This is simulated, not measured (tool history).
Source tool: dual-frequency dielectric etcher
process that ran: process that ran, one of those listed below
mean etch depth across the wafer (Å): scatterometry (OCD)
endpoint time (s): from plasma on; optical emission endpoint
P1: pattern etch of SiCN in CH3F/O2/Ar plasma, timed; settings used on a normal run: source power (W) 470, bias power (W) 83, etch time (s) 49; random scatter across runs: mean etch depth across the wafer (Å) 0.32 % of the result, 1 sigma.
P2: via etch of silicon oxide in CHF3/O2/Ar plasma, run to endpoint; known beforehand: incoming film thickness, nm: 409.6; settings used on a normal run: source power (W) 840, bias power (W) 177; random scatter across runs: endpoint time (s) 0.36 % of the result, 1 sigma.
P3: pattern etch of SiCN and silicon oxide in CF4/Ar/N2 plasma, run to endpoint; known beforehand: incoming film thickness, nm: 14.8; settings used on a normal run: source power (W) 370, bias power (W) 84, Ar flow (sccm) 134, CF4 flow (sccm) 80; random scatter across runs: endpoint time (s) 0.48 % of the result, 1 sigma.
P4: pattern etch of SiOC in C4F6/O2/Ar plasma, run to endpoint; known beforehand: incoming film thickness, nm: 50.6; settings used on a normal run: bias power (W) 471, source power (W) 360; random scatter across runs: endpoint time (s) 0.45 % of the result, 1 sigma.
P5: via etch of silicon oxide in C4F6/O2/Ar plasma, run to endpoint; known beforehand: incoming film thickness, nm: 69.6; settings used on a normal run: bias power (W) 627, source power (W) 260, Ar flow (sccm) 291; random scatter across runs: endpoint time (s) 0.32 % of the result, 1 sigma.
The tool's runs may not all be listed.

run,hour,process that ran,source power (W),bias power (W),etch time (s),Ar flow (sccm),CF4 flow (sccm),mean etch depth across the wafer (Å),endpoint time (s)
1,4.3,P1,470,83,49,,,209.23,
2,6.7,P1,350,83,49,,,188.2,
3,9.9,P1,470,83,49,,,208.92,
4,13.7,P1,470,83,59.5,,,253.9,
5,17.5,P1,470,61,49,,,187.07,
6,21.1,P1,470,83,49,,,208.48,
7,23.8,P1,470,83,49,,,210.75,
8,26.9,P5,260,788,,291,,,15.153
9,29.5,P4,360,471,,,,,18.189
10,32.8,P1,470,83,49,,,209.52,
11,36.7,P1,470,113,49,,,232.55,
12,40.6,P2,1150,177,,,,,158.49
13,42.9,P1,470,98,69,,,312.42,
14,46.6,P5,340,627,,291,,,15.145
15,49.5,P2,840,226,,,,,164.32
16,53.5,P3,370,55,,134,80,,23.665
17,57.7,P3,370,84,,134,80,,20.39
18,60.6,P5,260,627,,201,,,15.891
19,64.7,P2,840,177,,,,,179.45
20,69,P3,260,84,,134,80,,27.566
21,71.4,P4,450,471,,,,,16.655
22,74.5,P4,360,471,,,,,18.132
23,77.1,P5,260,627,,291,,,16.562
24,81.5,P1,570,83,49,,,226.32,
25,85.8,P4,360,591,,,,,16.61
26,88,P1,470,83,49,,,209.71,
27,91.3,P1,470,83,37,,,157.59,
28,94.9,P3,370,84,,134,57,,21.374

Forecast run 29:
29,98.6,P3,370,84,,90,80,,?

For run 29 the tool returned endpoint time (s) 19.24.
